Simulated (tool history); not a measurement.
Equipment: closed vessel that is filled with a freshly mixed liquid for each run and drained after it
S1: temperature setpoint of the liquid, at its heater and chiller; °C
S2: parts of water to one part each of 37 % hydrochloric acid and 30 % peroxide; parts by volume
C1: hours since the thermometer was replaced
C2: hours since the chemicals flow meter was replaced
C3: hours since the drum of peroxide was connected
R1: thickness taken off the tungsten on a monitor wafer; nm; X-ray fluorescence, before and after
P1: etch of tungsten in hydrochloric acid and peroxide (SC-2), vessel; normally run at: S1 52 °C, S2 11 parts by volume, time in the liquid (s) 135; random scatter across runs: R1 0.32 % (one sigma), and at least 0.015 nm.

{"run": 1, "hour": 19.0, "S1": 52, "S2": 11, "time in the liquid (s)": 135, "C1": 700, "C2": 650.4, "C3": 941.8, "R1": 51.744}
{"run": 2, "hour": 31.0, "S1": 52, "S2": 11, "time in the liquid (s)": 215, "C1": 712, "C2": 662.4, "C3": 953.8, "R1": 82.437}
{"run": 3, "hour": 49.9, "S1": 52, "S2": 4, "time in the liquid (s)": 135, "C1": 730.9, "C2": 681.3, "C3": 972.7, "R1": 112.31}
{"run": 4, "hour": 66.9, "S1": 37.5, "S2": 11, "time in the liquid (s)": 135, "C1": 747.9, "C2": 698.3, "C3": 989.7, "R1": 18.969}
{"run": 5, "hour": 80.9, "S1": 67, "S2": 11, "time in the liquid (s)": 135, "C1": 761.9, "C2": 712.3, "C3": 1003.7, "R1": 133.15}
{"run": 6, "hour": 97.1, "S1": 52, "S2": 11, "time in the liquid (s)": 135, "C1": 778.1, "C2": 728.5, "C3": 1019.9, "R1": 51.817}
{"run": 7, "hour": 110.3, "S1": 52, "S2": 14.5, "time in the liquid (s)": 70, "C1": 791.3, "C2": 741.7, "C3": 1033.1, "R1": 21.088}
{"run": 8, "hour": 127.1, "S1": 52, "S2": 11, "time in the liquid (s)": 135, "C1": 808.1, "C2": 758.5, "C3": 1049.9, "R1": 51.763}
{"hour": 127.9, "done": "chemicals flow meter replaced"}
{"run": 9, "hour": 140.1, "S1": 52, "S2": 11, "time in the liquid (s)": 135, "C1": 821.1, "C2": 12.2, "C3": 1062.9, "R1": 51.764}
{"run": 10, "hour": 159.3, "S1": 44.5, "S2": 5.5, "time in the liquid (s)": 135, "C1": 840.3, "C2": 31.4, "C3": 1082.1, "R1": 54.069}
{"run": 11, "hour": 177.2, "S1": 41.5, "S2": 15.5, "time in the liquid (s)": 135, "C1": 858.2, "C2": 49.3, "C3": 1100, "R1": 18.722}
{"run": 12, "hour": 186.6, "S1": 52, "S2": 11, "time in the liquid (s)": 40, "C1": 867.6, "C2": 58.7, "C3": 1109.4, "R1": 15.269}
{"run": 13, "hour": 195.1, "S1": 52, "S2": 11, "time in the liquid (s)": 135, "C1": 876.1, "C2": 67.2, "C3": 1117.9, "R1": 51.916}
{"run": 14, "hour": 208.5, "S1": 52, "S2": 19, "time in the liquid (s)": 135, "C1": 889.5, "C2": 80.6, "C3": 1131.3, "R1": 31.892}
{"run": 15, "hour": 222.4, "S1": 52, "S2": 11, "time in the liquid (s)": 135, "C1": 903.4, "C2": 94.5, "C3": 1145.2, "R1": 51.926}
{"run": 16, "hour": 240.7, "S1": 52, "S2": 11, "time in the liquid (s)": 135, "C1": 921.7, "C2": 112.8, "C3": 1163.5, "R1": 53.558}
{"run": 17, "hour": 252.8, "S1": 52, "S2": 11, "time in the liquid (s)": 135, "C1": 933.8, "C2": 124.9, "C3": 1175.6, "R1": 54.491}
{"run": 18, "hour": 264.9, "S1": 52, "S2": 11, "time in the liquid (s)": 135, "C1": 945.9, "C2": 137, "C3": 1187.7, "R1": 55.35}
{"run": 19, "hour": 278.0, "S1": 52, "S2": 11, "time in the liquid (s)": 135, "C1": 959, "C2": 150.1, "C3": 1200.8, "R1": 55.598}
{"run": 20, "hour": 291.8, "S1": 52, "S2": 11, "time in the liquid (s)": 135, "C1": 972.8, "C2": 163.9, "C3": 1214.6, "R1": 56.007}
{"run": 21, "hour": 301.5, "S1": 52, "S2": 11, "time in the liquid (s)": 135, "C1": 982.5, "C2": 173.6, "C3": 1224.3, "R1": 56.325}
{"run": 22, "hour": 312.1, "S1": 52, "S2": 11, "time in the liquid (s)": 135, "C1": 993.1, "C2": 184.2, "C3": 1234.9, "R1": 56.83}
{"run": 23, "hour": 328.8, "S1": 52, "S2": 11, "time in the liquid (s)": 135, "C1": 1009.8, "C2": 200.9, "C3": 1251.6, "R1": 56.564}
{"run": 24, "hour": 346.4, "S1": 52, "S2": 11, "time in the liquid (s)": 135, "C1": 1027.4, "C2": 218.5, "C3": 1269.2, "R1": 56.583}

For run 25, what comes out?
{"run": 25, "hour": 357.1, "S1": 52, "S2": 11, "time in the liquid (s)": 135, "C1": 1038.1, "C2": 229.2, "C3": 1279.9, "R1": "?"}

{"run 25": {"R1": 56.597}}

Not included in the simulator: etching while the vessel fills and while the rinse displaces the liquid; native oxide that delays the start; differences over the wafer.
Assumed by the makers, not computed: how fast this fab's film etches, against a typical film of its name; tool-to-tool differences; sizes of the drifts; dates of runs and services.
